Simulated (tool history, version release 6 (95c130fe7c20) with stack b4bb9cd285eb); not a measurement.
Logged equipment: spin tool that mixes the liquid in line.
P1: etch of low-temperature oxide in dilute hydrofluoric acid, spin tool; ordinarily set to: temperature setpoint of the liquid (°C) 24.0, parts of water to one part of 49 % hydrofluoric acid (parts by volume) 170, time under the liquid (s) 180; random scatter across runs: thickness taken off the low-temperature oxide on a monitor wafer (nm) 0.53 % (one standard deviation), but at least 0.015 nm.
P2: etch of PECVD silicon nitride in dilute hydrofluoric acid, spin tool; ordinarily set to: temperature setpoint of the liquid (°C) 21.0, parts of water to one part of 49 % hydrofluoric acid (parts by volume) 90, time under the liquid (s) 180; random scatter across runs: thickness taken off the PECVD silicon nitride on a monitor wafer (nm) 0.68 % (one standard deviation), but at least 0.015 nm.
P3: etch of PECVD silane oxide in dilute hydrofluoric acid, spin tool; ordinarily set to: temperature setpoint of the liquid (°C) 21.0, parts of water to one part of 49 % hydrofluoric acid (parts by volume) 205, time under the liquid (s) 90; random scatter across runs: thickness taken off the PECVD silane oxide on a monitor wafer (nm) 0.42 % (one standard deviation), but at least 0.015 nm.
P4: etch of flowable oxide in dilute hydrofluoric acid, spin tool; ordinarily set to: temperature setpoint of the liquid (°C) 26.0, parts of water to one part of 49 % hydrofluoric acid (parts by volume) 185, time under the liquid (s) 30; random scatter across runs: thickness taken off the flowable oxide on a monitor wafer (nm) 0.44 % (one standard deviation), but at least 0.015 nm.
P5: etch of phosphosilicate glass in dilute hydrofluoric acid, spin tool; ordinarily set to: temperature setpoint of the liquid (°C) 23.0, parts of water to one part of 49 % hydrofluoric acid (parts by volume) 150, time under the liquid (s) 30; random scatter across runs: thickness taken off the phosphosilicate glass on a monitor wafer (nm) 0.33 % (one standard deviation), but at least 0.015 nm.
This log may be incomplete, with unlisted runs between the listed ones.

| run | hour | process that ran | temperature setpoint of the liquid (°C) | parts of water to one part of 49 % hydrofluoric acid (parts by volume) | time under the liquid (s) | hours since the thermometer was replaced | hours since the hydrofluoric acid flow meter was replaced | thickness taken off the low-temperature oxide on a monitor wafer (nm) | thickness taken off the flowable oxide on a monitor wafer (nm) | thickness taken off the phosphosilicate glass on a monitor wafer (nm) | thickness taken off the PECVD silane oxide on a monitor wafer (nm) | thickness taken off the PECVD silicon nitride on a monitor wafer (nm) |
|---|---|---|---|---|---|---|---|---|---|---|---|---|
| 1 | 14.8 | P1 | 24.0 | 170 | 180 | 1452.8 | 655.9 | 17.915 |  |  |  |  |
| 2 | 31.5 | P4 | 26.0 | 185 | 60 | 1469.5 | 672.6 |  | 15.6300 |  |  |  |
| 3 | 46.9 | P1 | 24.0 | 285 | 180 | 1484.9 | 688.0 | 9.443 |  |  |  |  |
| 4 | 54.6 | P4 | 26.0 | 185 | 30 | 1492.6 | 695.7 |  | 7.8331 |  |  |  |
| 5 | 64.7 | P4 | 26.0 | 185 | 30 | 1502.7 | 705.8 |  | 7.8118 |  |  |  |
| 6 | 79.3 | P5 | 23.0 | 240 | 30 | 1517.3 | 720.4 |  |  | 20.942 |  |  |
| 7 | 92.4 | P3 | 21.0 | 205 | 15 | 1530.4 | 733.5 |  |  |  | 1.0837 |  |
| 8 | 104.1 | P1 | 24.0 | 95 | 180 | 1542.1 | 745.2 | 35.025 |  |  |  |  |
| 9 | 114.6 | P2 | 21.0 | 160 | 180 | 1552.6 | 755.7 |  |  |  |  | 1.9999 |
| 10 | 128.0 | P2 | 21.0 | 90 | 320 | 1566.0 | 769.1 |  |  |  |  | 6.2210 |
| 11 | 141.1 | P1 | 24.0 | 170 | 180 | 1579.1 | 782.2 | 17.763 |  |  |  |  |
| 12 | 154.5 | P1 | 24.0 | 170 | 180 | 1592.5 | 795.6 | 18.030 |  |  |  |  |
| 13 | 166.2 | P1 | 24.0 | 170 | 290 | 1604.2 | 807.3 | 28.605 |  |  |  |  |
| 14 | 176.1 | P5 | 23.0 | 150 | 15 | 1614.1 | 817.2 |  |  | 18.339 |  |  |
| 15 | 192.8 | P2 | 21.0 | 90 | 180 | 1630.8 | 833.9 |  |  |  |  | 3.4987 |
| 16 | 201.7 | P5 | 23.0 | 150 | 30 | 1639.7 | 842.8 |  |  | 36.410 |  |  |
| 17 | 214.1 | P1 | 28.5 | 260 | 180 | 1652.1 | 855.2 | 12.303 |  |  |  |  |
| 18 | 229.2 | P1 | 24.0 | 170 | 180 | 1667.2 | 870.3 | 17.859 |  |  |  |  |
| 19 | 244.4 | P4 | 26.0 | 90 | 30 | 1682.4 | 885.5 |  | 18.0790 |  |  |  |
|  | 260.3 | thermometer replaced |
| 20 | 260.6 | P3 | 28.5 | 205 | 90 | 0.4 | 901.7 |  |  |  | 8.5639 |  |
| 21 | 277.7 | P3 | 21.0 | 205 | 90 | 17.5 | 918.8 |  |  |  | 6.4924 |  |
| 22 | 294.8 | P1 | 24.0 | 170 | 180 | 34.6 | 935.9 | 17.801 |  |  |  |  |
| 23 | 306.8 | P1 | 18.0 | 170 | 180 | 46.6 | 947.9 | 14.188 |  |  |  |  |
| 24 | 315.5 | P3 | 21.0 | 65 | 90 | 55.3 | 956.6 |  |  |  | 23.9540 |  |
| 25 | 326.2 | P2 | 17.0 | 90 | 180 | 66.0 | 967.3 |  |  |  |  | 2.6581 |

Run 26 comes next. What will it give?
| 26 | 341.1 | P3 | 21.0 | 205 | 90 | 80.9 | 982.2 |  |  |  | ? |  |

thickness taken off the PECVD silane oxide on a monitor wafer (nm): 6.5081

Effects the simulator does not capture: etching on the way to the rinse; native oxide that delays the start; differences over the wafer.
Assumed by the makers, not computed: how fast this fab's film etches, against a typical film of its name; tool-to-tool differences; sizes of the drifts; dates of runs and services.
